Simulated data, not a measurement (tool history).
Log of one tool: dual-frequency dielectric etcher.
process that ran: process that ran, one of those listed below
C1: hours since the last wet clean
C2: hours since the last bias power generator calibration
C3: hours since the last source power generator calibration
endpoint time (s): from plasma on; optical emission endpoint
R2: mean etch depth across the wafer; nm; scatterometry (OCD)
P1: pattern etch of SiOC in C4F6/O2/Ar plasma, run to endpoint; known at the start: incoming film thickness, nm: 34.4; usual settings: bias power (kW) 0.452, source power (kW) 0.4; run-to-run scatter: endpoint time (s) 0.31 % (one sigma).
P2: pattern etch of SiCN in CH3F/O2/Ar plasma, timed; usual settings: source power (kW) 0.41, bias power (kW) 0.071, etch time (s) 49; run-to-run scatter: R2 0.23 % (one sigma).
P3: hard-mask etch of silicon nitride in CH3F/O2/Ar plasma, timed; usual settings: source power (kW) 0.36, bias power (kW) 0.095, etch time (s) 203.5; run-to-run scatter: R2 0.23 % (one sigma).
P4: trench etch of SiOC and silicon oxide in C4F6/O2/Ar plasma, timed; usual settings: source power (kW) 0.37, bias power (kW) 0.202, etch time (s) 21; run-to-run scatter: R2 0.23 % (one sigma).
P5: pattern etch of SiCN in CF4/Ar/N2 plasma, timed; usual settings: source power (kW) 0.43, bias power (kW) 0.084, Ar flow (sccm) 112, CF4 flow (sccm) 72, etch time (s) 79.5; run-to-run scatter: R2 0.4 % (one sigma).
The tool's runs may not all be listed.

Run 1, hour 3.6: process that ran P1, bias power (kW) 0.452, source power (kW) 0.4; C1 381.7; C2 3302.6; C3 2761.8. Result: endpoint time (s) 11.811.
Run 2, hour 6.4: process that ran P3, bias power (kW) 0.127, source power (kW) 0.36, etch time (s) 203.5; C1 384.5; C2 3305.4; C3 2764.6. Result: R2 168.59 nm.
Run 3, hour 9.5: process that ran P5, bias power (kW) 0.084, source power (kW) 0.55, etch time (s) 79.5, Ar flow (sccm) 112, CF4 flow (sccm) 72; C1 387.6; C2 3308.5; C3 2767.7. Result: R2 86.685 nm.
Run 4, hour 13.8: process that ran P5, bias power (kW) 0.084, source power (kW) 0.43, etch time (s) 115, Ar flow (sccm) 112, CF4 flow (sccm) 72; C1 391.9; C2 3312.8; C3 2772. Result: R2 100.99 nm.
Run 5, hour 16.2: process that ran P4, bias power (kW) 0.202, source power (kW) 0.37, etch time (s) 27.5; C1 394.3; C2 3315.2; C3 2774.4. Result: R2 53.512 nm.
Run 6, hour 19.7: process that ran P4, bias power (kW) 0.202, source power (kW) 0.37, etch time (s) 21; C1 397.8; C2 3318.7; C3 2777.9. Result: R2 40.794 nm.
Run 7, hour 23.3: process that ran P1, bias power (kW) 0.64, source power (kW) 0.4; C1 401.4; C2 3322.3; C3 2781.5. Result: endpoint time (s) 10.411.
Run 8, hour 26.7: process that ran P5, bias power (kW) 0.106, source power (kW) 0.43, etch time (s) 79.5, Ar flow (sccm) 112, CF4 flow (sccm) 72; C1 404.8; C2 3325.7; C3 2784.9. Result: R2 76.185 nm.
Run 9, hour 30: process that ran P4, bias power (kW) 0.202, source power (kW) 0.37, etch time (s) 21; C1 408.1; C2 3329; C3 2788.2. Result: R2 40.904 nm.
Run 10, hour 32.6: process that ran P1, bias power (kW) 0.357, source power (kW) 0.55; C1 410.7; C2 3331.6; C3 2790.8. Result: endpoint time (s) 11.461.
Run 11, hour 36.4: process that ran P3, bias power (kW) 0.095, source power (kW) 0.51, etch time (s) 203.5; C1 414.5; C2 3335.4; C3 2794.6. Result: R2 171.9 nm.
Run 12, hour 40.5: process that ran P1, bias power (kW) 0.452, source power (kW) 0.4; C1 418.6; C2 3339.5; C3 2798.7. Result: endpoint time (s) 11.901.
Run 13, hour 42.7: process that ran P4, bias power (kW) 0.272, source power (kW) 0.37, etch time (s) 21; C1 420.8; C2 3341.7; C3 2800.9. Result: R2 45.168 nm.
At hour 46.4: wet clean of the chamber.
Run 14, hour 46.9: process that ran P1, bias power (kW) 0.452, source power (kW) 0.4; C1 0.6; C2 3345.9; C3 2805.1. Result: endpoint time (s) 11.854.
Run 15, hour 49.5: process that ran P1, bias power (kW) 0.452, source power (kW) 0.4; C1 3.2; C2 3348.5; C3 2807.7. Result: endpoint time (s) 11.832.
Run 16, hour 52.6: process that ran P5, bias power (kW) 0.084, source power (kW) 0.43, etch time (s) 79.5, Ar flow (sccm) 112, CF4 flow (sccm) 43; C1 6.3; C2 3351.6; C3 2810.8. Result: R2 64.336 nm.
Run 17, hour 55.3: process that ran P2, bias power (kW) 0.071, source power (kW) 0.27, etch time (s) 49; C1 9; C2 3354.3; C3 2813.5. Result: R2 15.592 nm.
Run 18, hour 58.6: process that ran P3, bias power (kW) 0.095, source power (kW) 0.36, etch time (s) 119.5; C1 12.3; C2 3357.6; C3 2816.8. Result: R2 88.329 nm.
Run 19, hour 60.9: process that ran P1, bias power (kW) 0.452, source power (kW) 0.4; C1 14.6; C2 3359.9; C3 2819.1. Result: endpoint time (s) 11.869.
Run 20, hour 62.9: process that ran P5, bias power (kW) 0.084, source power (kW) 0.43, etch time (s) 79.5, Ar flow (sccm) 112, CF4 flow (sccm) 72; C1 16.6; C2 3361.9; C3 2821.1. Result: R2 69.522 nm.
Run 21, hour 67.1: process that ran P1, bias power (kW) 0.596, source power (kW) 0.53; C1 20.8; C2 3366.1; C3 2825.3. Result: endpoint time (s) 9.6421.
Run 22, hour 71.1: process that ran P2, bias power (kW) 0.071, source power (kW) 0.41, etch time (s) 49; C1 24.8; C2 3370.1; C3 2829.3. Result: R2 18.313 nm.
Run 23, hour 73.4: process that ran P4, bias power (kW) 0.202, source power (kW) 0.23, etch time (s) 21; C1 27.1; C2 3372.4; C3 2831.6. Result: R2 33.926 nm.
Run 24, hour 76.3: process that ran P5, bias power (kW) 0.084, source power (kW) 0.43, etch time (s) 79.5, Ar flow (sccm) 151, CF4 flow (sccm) 72; C1 30; C2 3375.3; C3 2834.5. Result: R2 66.872 nm.
Run 25, hour 79.8: process that ran P1, bias power (kW) 0.452, source power (kW) 0.54; C1 33.5; C2 3378.8; C3 2838. Result: endpoint time (s) 10.664.
Run 26, hour 81.9: process that ran P1, bias power (kW) 0.452, source power (kW) 0.26; C1 35.6; C2 3380.9; C3 2840.1. Result: endpoint time (s) 13.954.
Run 27, hour 84.1: process that ran P3, bias power (kW) 0.095, source power (kW) 0.36, etch time (s) 203.5; C1 37.8; C2 3383.1; C3 2842.3. Result: R2 150.87 nm.
Run 28, hour 87.3: process that ran P1, bias power (kW) 0.276, source power (kW) 0.4; C1 41; C2 3386.3; C3 2845.5. Result: endpoint time (s) 14.128.
Run 29, hour 90.5: process that ran P1, bias power (kW) 0.55, source power (kW) 0.31; C1 44.2; C2 3389.5; C3 2848.7. Result: endpoint time (s) 12.093.
Run 30, hour 92.4: process that ran P2, bias power (kW) 0.071, source power (kW) 0.41, etch time (s) 35; C1 46.1; C2 3391.4; C3 2850.6. Result: R2 13.043 nm.
Run 31, hour 95.2: process that ran P2, bias power (kW) 0.046, source power (kW) 0.41, etch time (s) 49; C1 48.9; C2 3394.2; C3 2853.4. Result: R2 15.848 nm.
Run 32, hour 98.3: process that ran P1, bias power (kW) 0.452, source power (kW) 0.4; C1 52; C2 3397.3; C3 2856.5. Result: endpoint time (s) 11.829.
Run 33, hour 101: process that ran P1, bias power (kW) 0.452, source power (kW) 0.4; C1 54.7; C2 3400; C3 2859.2. Result: endpoint time (s) 11.879.
Run 34, hour 104.9: process that ran P1, bias power (kW) 0.452, source power (kW) 0.4; C1 58.6; C2 3403.9; C3 2863.1. Result: endpoint time (s) 11.986.
Run 35, hour 108: process that ran P1, bias power (kW) 0.452, source power (kW) 0.4; C1 61.7; C2 3407; C3 2866.2. Result: endpoint time (s) 12.044.
At hour 109.1: wet clean of the chamber.
Run 36, hour 110: process that ran P1, bias power (kW) 0.452, source power (kW) 0.4; C1 0.9; C2 3409; C3 2868.2. Result: endpoint time (s) 12.006.
Run 37, hour 114.2: process that ran P1, bias power (kW) 0.452, source power (kW) 0.4; C1 5.1; C2 3413.2; C3 2872.4. Result: endpoint time (s) 12.061.
Run 38, hour 118.1: process that ran P1, bias power (kW) 0.452, source power (kW) 0.4; C1 9; C2 3417.1; C3 2876.3. Result: endpoint time (s) 12.073.

What P1 gives has crept away from where it was. These 2 causes fit the log equally well, each at the size given:
A: source power that arrives under what is set, % = 4.13
B: bias power that arrives under what is set, % = 4.17
The creep began at about hour 98.3.
Why every other cause is out:
chamber walls in a state that lowers the etch rate, %: serviced at hour 109.1, which brought nothing back

4 check runs are offered, each on 2 wafers whose results are averaged, their results left as question marks. Which one tells the causes apart?
Run check 1, hour 122: process that ran P5, bias power (kW) 0.084, source power (kW) 0.43, etch time (s) 79.5, Ar flow (sccm) 112, CF4 flow (sccm) 47. Result: R2 ?.
Run check 2, hour 122: process that ran P2, bias power (kW) 0.071, source power (kW) 0.35, etch time (s) 49. Result: R2 ?.
Run check 3, hour 122: process that ran P3, bias power (kW) 0.115, source power (kW) 0.36, etch time (s) 203.5. Result: R2 ?.
Run check 4, hour 122: process that ran P4, bias power (kW) 0.202, source power (kW) 0.28, etch time (s) 27. Result: R2 ?.

What each check would give under each cause:
  check  result    if A    if B
check 1      R2   63.44  64.724
check 2      R2  16.966  16.978
check 3      R2  159.56  159.47
check 4      R2   46.38  46.476
How far apart the two closest causes lie, in the result that separates them most: check 1 2 %; check 2 0.07 %; check 3 0.06 %; check 4 0.21 %
Check 1 tells the causes apart: in the others they would give nearly the same result.

Check 1 was then run and gave: R2 64.719 nm. Which cause is it?

It is B: bias power that arrives under what is set, %.
